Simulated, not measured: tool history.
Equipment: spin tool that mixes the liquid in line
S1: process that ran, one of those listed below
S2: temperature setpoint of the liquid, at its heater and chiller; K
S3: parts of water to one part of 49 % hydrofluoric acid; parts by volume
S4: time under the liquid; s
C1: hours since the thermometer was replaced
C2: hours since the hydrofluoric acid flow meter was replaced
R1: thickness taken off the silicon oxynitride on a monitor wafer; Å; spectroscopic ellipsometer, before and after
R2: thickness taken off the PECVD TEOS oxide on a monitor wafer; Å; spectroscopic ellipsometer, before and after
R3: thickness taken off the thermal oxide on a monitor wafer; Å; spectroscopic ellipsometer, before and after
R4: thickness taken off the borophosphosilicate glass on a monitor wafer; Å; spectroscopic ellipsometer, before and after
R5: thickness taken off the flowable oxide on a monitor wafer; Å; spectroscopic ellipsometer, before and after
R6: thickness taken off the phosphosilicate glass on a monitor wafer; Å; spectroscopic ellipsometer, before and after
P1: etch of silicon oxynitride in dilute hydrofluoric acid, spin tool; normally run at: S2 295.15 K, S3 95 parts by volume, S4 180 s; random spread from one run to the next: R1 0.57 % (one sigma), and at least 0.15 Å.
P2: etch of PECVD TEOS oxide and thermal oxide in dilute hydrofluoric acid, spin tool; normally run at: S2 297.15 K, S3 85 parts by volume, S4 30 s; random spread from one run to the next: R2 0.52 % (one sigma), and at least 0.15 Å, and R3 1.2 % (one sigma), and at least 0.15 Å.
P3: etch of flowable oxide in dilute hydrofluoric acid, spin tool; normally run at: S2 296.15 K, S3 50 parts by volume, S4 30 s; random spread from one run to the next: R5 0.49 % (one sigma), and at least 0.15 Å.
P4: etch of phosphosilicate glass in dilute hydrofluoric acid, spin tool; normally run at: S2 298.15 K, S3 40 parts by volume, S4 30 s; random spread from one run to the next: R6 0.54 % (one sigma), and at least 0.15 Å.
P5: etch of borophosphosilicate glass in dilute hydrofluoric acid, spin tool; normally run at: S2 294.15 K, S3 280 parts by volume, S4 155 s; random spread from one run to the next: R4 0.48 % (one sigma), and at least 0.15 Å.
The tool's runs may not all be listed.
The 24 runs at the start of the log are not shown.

run 25 day=14.100 | S1=P5 S2=294.15 S3=280 S4=155 | C1=896.8 C2=1700.2 | R4=268.38
run 26 day=14.533 | S1=P5 S2=294.15 S3=280 S4=155 | C1=907.2 C2=1710.6 | R4=268.45
run 27 day=15.267 | S1=P1 S2=295.15 S3=95 S4=180 | C1=924.8 C2=1728.2 | R1=73.1620
run 28 day=15.617 | S1=P4 S2=298.15 S3=40 S4=55 | C1=933.2 C2=1736.6 | R6=1447.60
run 29 day=16.279 | S1=P2 S2=290.15 S3=85 S4=30 | C1=949.1 C2=1752.5 | R2=44.491 R3=13.0540
run 30 day=17.025 | S1=P5 S2=294.15 S3=280 S4=270 | C1=967.0 C2=1770.4 | R4=464.65
run 31 day=17.529 | S1=P1 S2=295.15 S3=20 S4=180 | C1=979.1 C2=1782.5 | R1=364.6700
run 32 day=18.108 | S1=P4 S2=298.15 S3=40 S4=30 | C1=993.0 C2=1796.4 | R6=792.30
run 33 day=18.696 | S1=P1 S2=301.15 S3=95 S4=15 | C1=1007.1 C2=1810.5 | R1=8.3682

Run 34, settings as shown, results not yet in. Your forecast:
run 34 day=19.100 | S1=P1 S2=295.15 S3=95 S4=180 | C1=1016.8 C2=1820.2 | R1=?

Logged for run 34: R1 72.9410 Å.
